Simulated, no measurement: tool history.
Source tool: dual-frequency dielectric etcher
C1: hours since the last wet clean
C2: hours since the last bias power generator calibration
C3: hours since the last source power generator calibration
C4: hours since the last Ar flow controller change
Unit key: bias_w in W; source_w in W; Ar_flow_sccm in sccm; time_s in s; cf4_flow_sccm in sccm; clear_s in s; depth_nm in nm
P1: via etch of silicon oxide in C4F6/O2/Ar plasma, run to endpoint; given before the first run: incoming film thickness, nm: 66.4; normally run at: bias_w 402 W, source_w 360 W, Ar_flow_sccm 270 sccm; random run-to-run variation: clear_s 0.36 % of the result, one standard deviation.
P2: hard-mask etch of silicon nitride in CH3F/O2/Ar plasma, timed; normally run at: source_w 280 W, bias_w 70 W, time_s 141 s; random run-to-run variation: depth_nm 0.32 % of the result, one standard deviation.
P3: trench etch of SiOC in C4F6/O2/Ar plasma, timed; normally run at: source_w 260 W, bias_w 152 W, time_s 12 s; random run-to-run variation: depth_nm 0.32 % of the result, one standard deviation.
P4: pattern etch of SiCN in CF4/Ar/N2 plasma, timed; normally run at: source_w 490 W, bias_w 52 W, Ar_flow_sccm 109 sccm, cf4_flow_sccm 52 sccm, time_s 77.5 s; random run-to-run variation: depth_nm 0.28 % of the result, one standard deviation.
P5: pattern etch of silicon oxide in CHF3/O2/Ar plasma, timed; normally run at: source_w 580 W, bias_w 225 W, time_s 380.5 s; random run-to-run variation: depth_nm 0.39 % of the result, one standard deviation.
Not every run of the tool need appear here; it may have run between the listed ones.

run 1 hour=11.1 | process=P1 bias_w=402 source_w=360 Ar_flow_sccm=270 | C1=171.7 C2=1768.7 C3=783.1 C4=1430.9 | clear_s=16.159
run 2 hour=27 | process=P3 bias_w=152 source_w=200 time_s=12 | C1=187.6 C2=1784.6 C3=799 C4=1446.8 | depth_nm=18.203
run 3 hour=36.5 | process=P1 bias_w=402 source_w=360 Ar_flow_sccm=270 | C1=197.1 C2=1794.1 C3=808.5 C4=1456.3 | clear_s=16.135
run 4 hour=51.9 | process=P4 bias_w=52 source_w=490 Ar_flow_sccm=109 time_s=77.5 cf4_flow_sccm=52 | C1=212.5 C2=1809.5 C3=823.9 C4=1471.7 | depth_nm=60.427
run 5 hour=63 | process=P2 bias_w=70 source_w=180 time_s=141 | C1=223.6 C2=1820.6 C3=835 C4=1482.8 | depth_nm=71.006
run 6 hour=77.4 | process=P3 bias_w=152 source_w=260 time_s=12 | C1=238 C2=1835 C3=849.4 C4=1497.2 | depth_nm=20.073
run 7 hour=90 | process=P5 bias_w=153 source_w=580 time_s=380.5 | C1=250.6 C2=1847.6 C3=862 C4=1509.8 | depth_nm=697.2
run 8 hour=99.7 | process=P4 bias_w=52 source_w=350 Ar_flow_sccm=109 time_s=77.5 cf4_flow_sccm=52 | C1=260.3 C2=1857.3 C3=871.7 C4=1519.5 | depth_nm=45.127
run 9 hour=108.5 | process=P2 bias_w=70 source_w=280 time_s=141 | C1=269.1 C2=1866.1 C3=880.5 C4=1528.3 | depth_nm=83.422
run 10 hour=116.5 | process=P3 bias_w=152 source_w=260 time_s=17 | C1=277.1 C2=1874.1 C3=888.5 C4=1536.3 | depth_nm=28.467
run 11 hour=127.8 | process=P4 bias_w=68 source_w=490 Ar_flow_sccm=109 time_s=77.5 cf4_flow_sccm=52 | C1=288.4 C2=1885.4 C3=899.8 C4=1547.6 | depth_nm=66.204
run 12 hour=136.3 | process=P1 bias_w=488 source_w=360 Ar_flow_sccm=270 | C1=296.9 C2=1893.9 C3=908.3 C4=1556.1 | clear_s=15.074
run 13 hour=150.1 | process=P1 bias_w=402 source_w=360 Ar_flow_sccm=270 | C1=310.7 C2=1907.7 C3=922.1 C4=1569.9 | clear_s=16.056
run 14 hour=158.9 | process=P1 bias_w=402 source_w=360 Ar_flow_sccm=197 | C1=319.5 C2=1916.5 C3=930.9 C4=1578.7 | clear_s=15.632
run 15 hour=171 | process=P1 bias_w=402 source_w=360 Ar_flow_sccm=270 | C1=331.6 C2=1928.6 C3=943 C4=1590.8 | clear_s=16.087
run 16 hour=182 | process=P1 bias_w=278 source_w=360 Ar_flow_sccm=270 | C1=342.6 C2=1939.6 C3=954 C4=1601.8 | clear_s=18.367
run 17 hour=196.4 | process=P4 bias_w=52 source_w=490 Ar_flow_sccm=151 time_s=77.5 cf4_flow_sccm=52 | C1=357 C2=1954 C3=968.4 C4=1616.2 | depth_nm=56.837
run 18 hour=209.5 | process=P1 bias_w=402 source_w=360 Ar_flow_sccm=270 | C1=370.1 C2=1967.1 C3=981.5 C4=1629.3 | clear_s=16.228
run 19 hour=225.7 | process=P5 bias_w=225 source_w=420 time_s=380.5 | C1=386.3 C2=1983.3 C3=997.7 C4=1645.5 | depth_nm=708.15
run 20 hour=240.2 | process=P5 bias_w=225 source_w=580 time_s=547.5 | C1=400.8 C2=1997.8 C3=1012.2 C4=1660 | depth_nm=1148.1
run 21 hour=251.9 | process=P4 bias_w=52 source_w=490 Ar_flow_sccm=109 time_s=77.5 cf4_flow_sccm=35 | C1=412.5 C2=2009.5 C3=1023.9 C4=1671.7 | depth_nm=56.378
run 22 hour=264.6 | process=P1 bias_w=402 source_w=260 Ar_flow_sccm=201 | C1=425.2 C2=2022.2 C3=1036.6 C4=1684.4 | clear_s=17.558
-- hour=274.2 Ar flow controller replaced
run 23 hour=277.5 | process=P3 bias_w=93 source_w=260 time_s=12 | C1=438.1 C2=2035.1 C3=1049.5 C4=3.3 | depth_nm=17.443
run 24 hour=286.7 | process=P1 bias_w=402 source_w=250 Ar_flow_sccm=270 | C1=447.3 C2=2044.3 C3=1058.7 C4=12.5 | clear_s=18.394
run 25 hour=301 | process=P1 bias_w=402 source_w=360 Ar_flow_sccm=365 | C1=461.6 C2=2058.6 C3=1073 C4=26.8 | clear_s=16.68
run 26 hour=313.9 | process=P1 bias_w=402 source_w=360 Ar_flow_sccm=270 | C1=474.5 C2=2071.5 C3=1085.9 C4=39.7 | clear_s=16.22
run 27 hour=322.1 | process=P1 bias_w=402 source_w=360 Ar_flow_sccm=270 | C1=482.7 C2=2079.7 C3=1094.1 C4=47.9 | clear_s=16.073
run 28 hour=337.1 | process=P1 bias_w=402 source_w=440 Ar_flow_sccm=270 | C1=497.7 C2=2094.7 C3=1109.1 C4=62.9 | clear_s=14.846
run 29 hour=349.2 | process=P5 bias_w=225 source_w=580 time_s=380.5 | C1=509.8 C2=2106.8 C3=1121.2 C4=75 | depth_nm=797.27
run 30 hour=356.6 | process=P4 bias_w=52 source_w=490 Ar_flow_sccm=109 time_s=47.5 cf4_flow_sccm=52 | C1=517.2 C2=2114.2 C3=1128.6 C4=82.4 | depth_nm=36.986
run 31 hour=364.5 | process=P2 bias_w=49 source_w=280 time_s=141 | C1=525.1 C2=2122.1 C3=1136.5 C4=90.3 | depth_nm=74.047
run 32 hour=373.4 | process=P2 bias_w=70 source_w=280 time_s=197.5 | C1=534 C2=2131 C3=1145.4 C4=99.2 | depth_nm=117.63
run 33 hour=389.2 | process=P1 bias_w=402 source_w=360 Ar_flow_sccm=270 | C1=549.8 C2=2146.8 C3=1161.2 C4=115 | clear_s=16.185
run 34 hour=398.8 | process=P1 bias_w=402 source_w=360 Ar_flow_sccm=270 | C1=559.4 C2=2156.4 C3=1170.8 C4=124.6 | clear_s=16.228
run 35 hour=406.1 | process=P1 bias_w=402 source_w=360 Ar_flow_sccm=270 | C1=566.7 C2=2163.7 C3=1178.1 C4=131.9 | clear_s=16.205
run 36 hour=414.4 | process=P1 bias_w=402 source_w=360 Ar_flow_sccm=270 | C1=575 C2=2172 C3=1186.4 C4=140.2 | clear_s=16.313
run 37 hour=426.1 | process=P1 bias_w=402 source_w=360 Ar_flow_sccm=270 | C1=586.7 C2=2183.7 C3=1198.1 C4=151.9 | clear_s=16.37
run 38 hour=440.4 | process=P1 bias_w=402 source_w=360 Ar_flow_sccm=270 | C1=601 C2=2198 C3=1212.4 C4=166.2 | clear_s=16.402
-- hour=441.4 wet clean of the chamber
run 39 hour=448.3 | process=P1 bias_w=402 source_w=360 Ar_flow_sccm=270 | C1=7 C2=2205.9 C3=1220.3 C4=174.1 | clear_s=16.431
run 40 hour=464.6 | process=P1 bias_w=402 source_w=360 Ar_flow_sccm=270 | C1=23.3 C2=2222.2 C3=1236.6 C4=190.4 | clear_s=16.403

P1 no longer gives what it gave before; its output has crept away from where it was. The following 2 causes, each at its listed size, fit the log equally well:
A: source power that arrives under what is set, % = 4.73
B: bias power that arrives under what is set, % = 4.84
The creep began at about hour 389.2.
Each remaining cause and why it is not a fit:
chamber walls in a state that lowers the etch rate, %: its service at hour 441.4 followed the start of the drift and did not put the process back to its old value
Ar flow that arrives over what is set, %: 8 at the very most, moving clear_s by +0.9 %, which is either too weak or the wrong sign

Which of the 4 check runs listed below separates the causes, so that each cause would produce a clearly different result? Each run uses one wafer, and its results are marked with question marks.
run check 1 hour=480.9 | process=P3 bias_w=152 source_w=260 time_s=12 | depth_nm=?
run check 2 hour=480.9 | process=P5 bias_w=225 source_w=580 time_s=380.5 | depth_nm=?
run check 3 hour=480.9 | process=P4 bias_w=52 source_w=490 Ar_flow_sccm=109 time_s=77.5 cf4_flow_sccm=52 | depth_nm=?
run check 4 hour=480.9 | process=P2 bias_w=70 source_w=280 time_s=141 | depth_nm=?

How each check would come out, cause by cause:
check=check_1 result=depth_nm if_A=19.714 if_B=19.78
check=check_2 result=depth_nm if_A=780.97 if_B=781.68
check=check_3 result=depth_nm if_A=57.931 if_B=59.439
check=check_4 result=depth_nm if_A=82.032 if_B=82.11
Separation of the two closest causes in each check, using whichever result separates them best: check 1 0.33 %; check 2 0.09 %; check 3 2.57 %; check 4 0.1 %
Only check 3 tells the causes apart: in the others they would give nearly the same result.

The results of check 3 are: depth_nm 57.875 nm. Based on these, which of the listed causes is it?

Of the candidate causes, it is A: source power that arrives under what is set, %.
